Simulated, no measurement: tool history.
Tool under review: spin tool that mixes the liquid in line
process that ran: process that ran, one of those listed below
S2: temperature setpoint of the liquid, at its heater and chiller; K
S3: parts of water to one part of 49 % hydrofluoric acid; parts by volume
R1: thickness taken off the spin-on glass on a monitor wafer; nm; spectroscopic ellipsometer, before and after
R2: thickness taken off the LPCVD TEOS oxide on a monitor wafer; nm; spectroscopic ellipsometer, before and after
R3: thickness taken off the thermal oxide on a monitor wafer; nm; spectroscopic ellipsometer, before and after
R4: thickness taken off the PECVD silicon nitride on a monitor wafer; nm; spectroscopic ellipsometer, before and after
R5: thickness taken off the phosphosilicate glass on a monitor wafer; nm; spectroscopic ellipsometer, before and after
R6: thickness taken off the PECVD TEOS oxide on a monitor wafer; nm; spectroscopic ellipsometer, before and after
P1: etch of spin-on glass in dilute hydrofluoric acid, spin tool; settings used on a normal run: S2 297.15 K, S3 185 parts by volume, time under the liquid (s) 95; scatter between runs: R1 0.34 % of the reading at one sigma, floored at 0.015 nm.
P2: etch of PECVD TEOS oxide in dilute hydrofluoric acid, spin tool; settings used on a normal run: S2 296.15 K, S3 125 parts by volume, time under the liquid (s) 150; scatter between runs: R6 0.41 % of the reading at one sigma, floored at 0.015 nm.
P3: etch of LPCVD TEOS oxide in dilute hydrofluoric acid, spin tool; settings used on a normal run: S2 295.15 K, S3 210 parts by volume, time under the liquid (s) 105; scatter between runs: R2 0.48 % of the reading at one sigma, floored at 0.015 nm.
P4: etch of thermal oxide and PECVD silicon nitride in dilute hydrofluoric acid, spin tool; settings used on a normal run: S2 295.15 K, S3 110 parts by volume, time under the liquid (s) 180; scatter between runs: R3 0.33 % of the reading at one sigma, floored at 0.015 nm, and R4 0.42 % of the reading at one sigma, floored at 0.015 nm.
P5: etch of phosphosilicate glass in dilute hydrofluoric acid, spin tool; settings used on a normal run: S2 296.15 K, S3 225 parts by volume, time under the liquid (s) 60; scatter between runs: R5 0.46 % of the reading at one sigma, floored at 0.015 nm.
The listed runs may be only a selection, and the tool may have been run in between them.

run 1 day=0.108 | process_that_ran=P1 S2=297.15 S3=185 time_under_the_liquid_(s)=95 | R1=21.099
run 2 day=0.192 | process_that_ran=P1 S2=297.15 S3=185 time_under_the_liquid_(s)=160 | R1=35.769
run 3 day=0.312 | process_that_ran=P1 S2=297.15 S3=320 time_under_the_liquid_(s)=155 | R1=17.429
run 4 day=0.425 | process_that_ran=P3 S2=295.15 S3=65 time_under_the_liquid_(s)=105 | R2=66.456
run 5 day=0.558 | process_that_ran=P4 S2=295.15 S3=110 time_under_the_liquid_(s)=180 | R3=7.2497 R4=4.8625
run 6 day=0.679 | process_that_ran=P1 S2=297.15 S3=55 time_under_the_liquid_(s)=95 | R1=83.024
run 7 day=0.838 | process_that_ran=P5 S2=290.15 S3=225 time_under_the_liquid_(s)=60 | R5=10.862
run 8 day=0.967 | process_that_ran=P4 S2=290.15 S3=110 time_under_the_liquid_(s)=180 | R3=5.9172 R4=3.4676
run 9 day=1.125 | process_that_ran=P3 S2=290.15 S3=210 time_under_the_liquid_(s)=105 | R2=14.656
run 10 day=1.296 | process_that_ran=P4 S2=295.15 S3=110 time_under_the_liquid_(s)=180 | R3=7.2034 R4=4.8348
run 11 day=1.408 | process_that_ran=P1 S2=297.15 S3=185 time_under_the_liquid_(s)=95 | R1=21.257
run 12 day=1.492 | process_that_ran=P1 S2=297.15 S3=185 time_under_the_liquid_(s)=95 | R1=21.201
run 13 day=1.571 | process_that_ran=P2 S2=296.15 S3=70 time_under_the_liquid_(s)=150 | R6=18.733
run 14 day=1.708 | process_that_ran=P1 S2=297.15 S3=185 time_under_the_liquid_(s)=15 | R1=3.3725
run 15 day=1.838 | process_that_ran=P5 S2=296.15 S3=225 time_under_the_liquid_(s)=115 | R5=26.358
run 16 day=1.992 | process_that_ran=P2 S2=296.15 S3=125 time_under_the_liquid_(s)=150 | R6=9.7995
run 17 day=2.167 | process_that_ran=P5 S2=296.15 S3=225 time_under_the_liquid_(s)=60 | R5=13.537
run 18 day=2.325 | process_that_ran=P2 S2=303.15 S3=125 time_under_the_liquid_(s)=150 | R6=12.718
run 19 day=2.404 | process_that_ran=P1 S2=297.15 S3=185 time_under_the_liquid_(s)=95 | R1=21.26
run 20 day=2.55 | process_that_ran=P3 S2=295.15 S3=210 time_under_the_liquid_(s)=155 | R2=26.031
run 21 day=2.708 | process_that_ran=P5 S2=296.15 S3=125 time_under_the_liquid_(s)=60 | R5=27.568
run 22 day=2.792 | process_that_ran=P1 S2=297.15 S3=185 time_under_the_liquid_(s)=95 | R1=21.194
-- day=2.812 thermometer replaced
run 23 day=2.925 | process_that_ran=P1 S2=290.15 S3=185 time_under_the_liquid_(s)=95 | R1=16.121
run 24 day=3.054 | process_that_ran=P2 S2=296.15 S3=125 time_under_the_liquid_(s)=25 | R6=1.6491
run 25 day=3.171 | process_that_ran=P1 S2=297.15 S3=185 time_under_the_liquid_(s)=95 | R1=21.143
run 26 day=3.262 | process_that_ran=P1 S2=297.15 S3=280 time_under_the_liquid_(s)=95 | R1=12.675
run 27 day=3.421 | process_that_ran=P1 S2=303.65 S3=185 time_under_the_liquid_(s)=95 | R1=26.69
run 28 day=3.583 | process_that_ran=P3 S2=295.15 S3=210 time_under_the_liquid_(s)=105 | R2=17.818

Predict the results of run 29:
run 29 day=3.733 | process_that_ran=P4 S2=295.15 S3=110 time_under_the_liquid_(s)=15 | R3=? R4=?

For run 29 the tool returned R3 0.60699 nm, R4 0.40235 nm.
